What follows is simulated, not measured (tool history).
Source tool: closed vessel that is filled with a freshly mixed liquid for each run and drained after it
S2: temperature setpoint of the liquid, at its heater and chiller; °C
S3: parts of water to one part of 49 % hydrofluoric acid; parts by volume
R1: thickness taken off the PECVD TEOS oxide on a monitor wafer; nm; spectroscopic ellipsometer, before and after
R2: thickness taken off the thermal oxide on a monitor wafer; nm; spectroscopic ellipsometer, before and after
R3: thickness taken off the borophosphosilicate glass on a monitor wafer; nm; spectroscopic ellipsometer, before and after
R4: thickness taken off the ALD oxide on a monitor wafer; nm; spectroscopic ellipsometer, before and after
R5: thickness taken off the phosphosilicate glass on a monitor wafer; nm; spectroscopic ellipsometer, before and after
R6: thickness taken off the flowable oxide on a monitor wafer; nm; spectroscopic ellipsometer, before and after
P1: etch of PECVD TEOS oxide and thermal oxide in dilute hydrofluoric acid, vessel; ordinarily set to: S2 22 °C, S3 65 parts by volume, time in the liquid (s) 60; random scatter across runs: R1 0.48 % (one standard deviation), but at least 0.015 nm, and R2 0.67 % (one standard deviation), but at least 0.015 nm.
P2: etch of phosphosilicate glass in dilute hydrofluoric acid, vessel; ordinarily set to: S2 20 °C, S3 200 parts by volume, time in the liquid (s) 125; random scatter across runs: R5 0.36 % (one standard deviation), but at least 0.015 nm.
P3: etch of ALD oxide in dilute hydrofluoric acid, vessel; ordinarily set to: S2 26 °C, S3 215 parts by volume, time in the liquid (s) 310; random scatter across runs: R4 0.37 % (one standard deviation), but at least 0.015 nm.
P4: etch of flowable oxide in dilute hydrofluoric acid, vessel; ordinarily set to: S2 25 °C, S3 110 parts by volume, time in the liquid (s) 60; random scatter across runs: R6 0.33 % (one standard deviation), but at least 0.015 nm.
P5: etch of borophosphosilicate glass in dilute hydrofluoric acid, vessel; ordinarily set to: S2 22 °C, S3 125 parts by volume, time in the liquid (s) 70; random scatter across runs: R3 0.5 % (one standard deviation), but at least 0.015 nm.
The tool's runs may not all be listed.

Run 1, hour 8.7: process that ran P1, S2 22 °C, S3 65 parts by volume, time in the liquid (s) 60. Result: R1 16.335 nm, R2 4.3038 nm.
Run 2, hour 14: process that ran P1, S2 18.5 °C, S3 65 parts by volume, time in the liquid (s) 60. Result: R1 14.098 nm, R2 3.6814 nm.
Run 3, hour 18.9: process that ran P5, S2 22 °C, S3 125 parts by volume, time in the liquid (s) 70. Result: R3 28.438 nm.
Run 4, hour 26.2: process that ran P3, S2 26 °C, S3 215 parts by volume, time in the liquid (s) 310. Result: R4 32.842 nm.
Run 5, hour 34.3: process that ran P5, S2 22 °C, S3 35 parts by volume, time in the liquid (s) 70. Result: R3 114.04 nm.
Run 6, hour 41.5: process that ran P2, S2 20 °C, S3 75 parts by volume, time in the liquid (s) 125. Result: R5 95.321 nm.
Run 7, hour 46.6: process that ran P1, S2 22 °C, S3 65 parts by volume, time in the liquid (s) 60. Result: R1 16.446 nm, R2 4.2652 nm.
At hour 51.3: hydrofluoric acid flow meter replaced.
Run 8, hour 54.2: process that ran P2, S2 20 °C, S3 200 parts by volume, time in the liquid (s) 125. Result: R5 31.497 nm.
Run 9, hour 63.1: process that ran P1, S2 22 °C, S3 65 parts by volume, time in the liquid (s) 90. Result: R1 24.596 nm, R2 6.3957 nm.
At hour 65.9: thermometer replaced.
Run 10, hour 72.2: process that ran P2, S2 20 °C, S3 200 parts by volume, time in the liquid (s) 55. Result: R5 13.783 nm.
Run 11, hour 81.5: process that ran P2, S2 17 °C, S3 200 parts by volume, time in the liquid (s) 125. Result: R5 27.78 nm.
Run 12, hour 89: process that ran P1, S2 29 °C, S3 65 parts by volume, time in the liquid (s) 105. Result: R1 37.942 nm, R2 9.8609 nm.
Run 13, hour 96.8: process that ran P2, S2 20 °C, S3 200 parts by volume, time in the liquid (s) 125. Result: R5 31.388 nm.
Run 14, hour 101.3: process that ran P1, S2 29 °C, S3 65 parts by volume, time in the liquid (s) 60. Result: R1 21.67 nm, R2 5.6639 nm.
Run 15, hour 107.8: process that ran P4, S2 25 °C, S3 110 parts by volume, time in the liquid (s) 110. Result: R6 47.775 nm.
Run 16, hour 115.6: process that ran P4, S2 25 °C, S3 160 parts by volume, time in the liquid (s) 60. Result: R6 17.044 nm.
Run 17, hour 120: process that ran P4, S2 21 °C, S3 110 parts by volume, time in the liquid (s) 60. Result: R6 22.27 nm.
Run 18, hour 125.8: process that ran P1, S2 22 °C, S3 100 parts by volume, time in the liquid (s) 60. Result: R1 10.254 nm, R2 2.674 nm.
Run 19, hour 130.8: process that ran P5, S2 22 °C, S3 125 parts by volume, time in the liquid (s) 30. Result: R3 12.179 nm.
Run 20, hour 139.7: process that ran P1, S2 22 °C, S3 65 parts by volume, time in the liquid (s) 60. Result: R1 16.38 nm, R2 4.2342 nm.
Run 21, hour 145.7: process that ran P1, S2 22 °C, S3 65 parts by volume, time in the liquid (s) 30. Result: R1 8.103 nm, R2 2.1395 nm.
Run 22, hour 153.1: process that ran P1, S2 22 °C, S3 65 parts by volume, time in the liquid (s) 60. Result: R1 16.43 nm, R2 4.2606 nm.
Run 23, hour 160.1: process that ran P3, S2 20.5 °C, S3 215 parts by volume, time in the liquid (s) 310. Result: R4 26.647 nm.
Run 24, hour 166.9: process that ran P3, S2 26 °C, S3 215 parts by volume, time in the liquid (s) 310. Result: R4 33.022 nm.
Run 25, hour 175: process that ran P1, S2 22 °C, S3 25 parts by volume, time in the liquid (s) 60. Result: R1 45.174 nm, R2 11.704 nm.
Run 26, hour 182: process that ran P5, S2 17 °C, S3 125 parts by volume, time in the liquid (s) 70. Result: R3 23.078 nm.
Run 27, hour 192: process that ran P3, S2 26 °C, S3 215 parts by volume, time in the liquid (s) 450. Result: R4 47.505 nm.
Run 28, hour 200: process that ran P4, S2 25 °C, S3 110 parts by volume, time in the liquid (s) 60. Result: R6 26.205 nm.
Run 29, hour 209: process that ran P4, S2 25 °C, S3 110 parts by volume, time in the liquid (s) 60. Result: R6 26.261 nm.
Run 30, hour 216.9: process that ran P3, S2 26 °C, S3 315 parts by volume, time in the liquid (s) 310. Result: R4 20.224 nm.
Run 31, hour 223.6: process that ran P1, S2 22 °C, S3 65 parts by volume, time in the liquid (s) 60. Result: R1 16.432 nm, R2 4.315 nm.
Run 32, hour 232.4: process that ran P1, S2 22 °C, S3 65 parts by volume, time in the liquid (s) 60. Result: R1 16.857 nm, R2 4.469 nm.
Run 33, hour 239.5: process that ran P1, S2 22 °C, S3 65 parts by volume, time in the liquid (s) 60. Result: R1 17.155 nm, R2 4.531 nm.
Run 34, hour 248.5: process that ran P1, S2 22 °C, S3 65 parts by volume, time in the liquid (s) 60. Result: R1 17.406 nm, R2 4.5366 nm.
Run 35, hour 253.8: process that ran P1, S2 22 °C, S3 65 parts by volume, time in the liquid (s) 60. Result: R1 17.699 nm, R2 4.5616 nm.
Run 36, hour 262.6: process that ran P1, S2 22 °C, S3 65 parts by volume, time in the liquid (s) 60. Result: R1 17.634 nm, R2 4.6013 nm.
Run 37, hour 270.9: process that ran P1, S2 22 °C, S3 65 parts by volume, time in the liquid (s) 60. Result: R1 17.871 nm, R2 4.6092 nm.
Run 38, hour 277.4: process that ran P1, S2 22 °C, S3 65 parts by volume, time in the liquid (s) 60. Result: R1 17.66 nm, R2 4.6726 nm.

Run 39 comes next. What will it give?
Run 39, hour 284.9: process that ran P1, S2 22 °C, S3 65 parts by volume, time in the liquid (s) 60. Result: R1 ?, R2 ?.

R1: 17.786 nm
R2: 4.6121 nm

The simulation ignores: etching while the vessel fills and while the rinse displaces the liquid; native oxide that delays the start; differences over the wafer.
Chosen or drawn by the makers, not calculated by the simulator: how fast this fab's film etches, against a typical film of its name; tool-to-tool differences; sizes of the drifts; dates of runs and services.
